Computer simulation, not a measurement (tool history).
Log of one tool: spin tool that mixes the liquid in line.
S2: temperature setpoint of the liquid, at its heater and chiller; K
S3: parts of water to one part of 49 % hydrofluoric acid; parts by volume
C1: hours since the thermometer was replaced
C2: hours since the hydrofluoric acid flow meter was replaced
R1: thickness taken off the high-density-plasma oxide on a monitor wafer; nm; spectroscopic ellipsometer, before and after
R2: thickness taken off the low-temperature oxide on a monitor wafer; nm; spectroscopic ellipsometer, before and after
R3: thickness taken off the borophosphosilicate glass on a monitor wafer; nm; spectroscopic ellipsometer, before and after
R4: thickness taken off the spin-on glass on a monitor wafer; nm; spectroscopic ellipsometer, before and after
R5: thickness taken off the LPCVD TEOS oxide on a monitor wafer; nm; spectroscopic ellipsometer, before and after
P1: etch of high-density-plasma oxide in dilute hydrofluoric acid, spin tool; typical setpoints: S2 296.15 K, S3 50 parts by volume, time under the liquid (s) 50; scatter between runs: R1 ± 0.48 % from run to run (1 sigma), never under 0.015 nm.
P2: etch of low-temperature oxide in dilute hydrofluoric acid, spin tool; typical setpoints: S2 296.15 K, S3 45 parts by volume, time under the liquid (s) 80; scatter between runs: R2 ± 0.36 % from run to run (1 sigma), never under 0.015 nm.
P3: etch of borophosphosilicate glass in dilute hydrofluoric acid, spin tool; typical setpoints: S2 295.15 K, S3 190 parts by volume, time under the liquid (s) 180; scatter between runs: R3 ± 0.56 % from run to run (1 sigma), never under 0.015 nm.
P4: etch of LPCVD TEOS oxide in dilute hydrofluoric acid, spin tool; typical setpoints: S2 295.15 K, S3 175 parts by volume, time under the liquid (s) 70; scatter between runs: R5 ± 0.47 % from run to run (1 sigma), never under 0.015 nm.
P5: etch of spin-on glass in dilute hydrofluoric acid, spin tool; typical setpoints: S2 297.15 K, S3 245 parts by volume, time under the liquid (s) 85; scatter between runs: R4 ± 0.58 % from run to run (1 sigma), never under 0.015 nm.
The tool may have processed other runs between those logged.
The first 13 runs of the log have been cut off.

Run 14, day 2.021: process that ran P4, S2 295.15 K, S3 175 parts by volume, time under the liquid (s) 70; C1 190.2; C2 1228.2. Result: R5 5.7643 nm.
Run 15, day 2.146: process that ran P5, S2 297.15 K, S3 245 parts by volume, time under the liquid (s) 15; C1 193.2; C2 1231.2. Result: R4 1.6717 nm.
Run 16, day 2.300: process that ran P2, S2 296.15 K, S3 75 parts by volume, time under the liquid (s) 80; C1 196.9; C2 1234.9. Result: R2 19.6510 nm.
Run 17, day 2.404: process that ran P1, S2 296.15 K, S3 50 parts by volume, time under the liquid (s) 15; C1 199.4; C2 1237.4. Result: R1 1.8665 nm.
Run 18, day 2.562: process that ran P4, S2 295.15 K, S3 75 parts by volume, time under the liquid (s) 70; C1 203.2; C2 1241.2. Result: R5 15.0600 nm.
Run 19, day 2.729: process that ran P1, S2 304.15 K, S3 50 parts by volume, time under the liquid (s) 50; C1 207.2; C2 1245.2. Result: R1 8.4509 nm.
Run 20, day 2.883: process that ran P1, S2 296.15 K, S3 20 parts by volume, time under the liquid (s) 50; C1 210.9; C2 1248.9. Result: R1 15.9960 nm.
Run 21, day 2.983: process that ran P1, S2 296.15 K, S3 50 parts by volume, time under the liquid (s) 50; C1 213.3; C2 1251.3. Result: R1 6.1549 nm.
Run 22, day 3.167: process that ran P3, S2 295.15 K, S3 80 parts by volume, time under the liquid (s) 180; C1 217.7; C2 1255.7. Result: R3 73.376 nm.
Run 23, day 3.300: process that ran P1, S2 296.15 K, S3 50 parts by volume, time under the liquid (s) 50; C1 220.9; C2 1258.9. Result: R1 6.1815 nm.
Run 24, day 3.471: process that ran P2, S2 296.15 K, S3 45 parts by volume, time under the liquid (s) 15; C1 225.0; C2 1263.0. Result: R2 6.3611 nm.
Run 25, day 3.650: process that ran P1, S2 296.15 K, S3 85 parts by volume, time under the liquid (s) 85; C1 229.3; C2 1267.3. Result: R1 5.8559 nm.
Run 26, day 3.804: process that ran P1, S2 302.15 K, S3 50 parts by volume, time under the liquid (s) 95; C1 233.0; C2 1271.0. Result: R1 14.8450 nm.
Run 27, day 3.929: process that ran P1, S2 296.15 K, S3 50 parts by volume, time under the liquid (s) 50; C1 236.0; C2 1274.0. Result: R1 6.0506 nm.
Run 28, day 4.104: process that ran P1, S2 300.15 K, S3 50 parts by volume, time under the liquid (s) 15; C1 240.2; C2 1278.2. Result: R1 2.1373 nm.
Run 29, day 4.292: process that ran P1, S2 296.15 K, S3 85 parts by volume, time under the liquid (s) 50; C1 244.7; C2 1282.7. Result: R1 3.4343 nm.
Run 30, day 4.471: process that ran P4, S2 295.15 K, S3 175 parts by volume, time under the liquid (s) 15; C1 249.0; C2 1287.0. Result: R5 1.2378 nm.
Run 31, day 4.638: process that ran P5, S2 297.15 K, S3 245 parts by volume, time under the liquid (s) 85; C1 253.0; C2 1291.0. Result: R4 9.4171 nm.
Run 32, day 4.775: process that ran P2, S2 290.15 K, S3 45 parts by volume, time under the liquid (s) 80; C1 256.3; C2 1294.3. Result: R2 26.4300 nm.
Run 33, day 4.929: process that ran P2, S2 296.15 K, S3 45 parts by volume, time under the liquid (s) 80; C1 260.0; C2 1298.0. Result: R2 34.1790 nm.
Run 34, day 5.100: process that ran P1, S2 296.15 K, S3 50 parts by volume, time under the liquid (s) 50; C1 264.1; C2 1302.1. Result: R1 6.0854 nm.

Expected results for the next run?
Run 35, day 5.200: process that ran P1, S2 296.15 K, S3 50 parts by volume, time under the liquid (s) 50; C1 266.5; C2 1304.5. Result: R1 ?.

For run 35 the tool returned R1 6.1069 nm.

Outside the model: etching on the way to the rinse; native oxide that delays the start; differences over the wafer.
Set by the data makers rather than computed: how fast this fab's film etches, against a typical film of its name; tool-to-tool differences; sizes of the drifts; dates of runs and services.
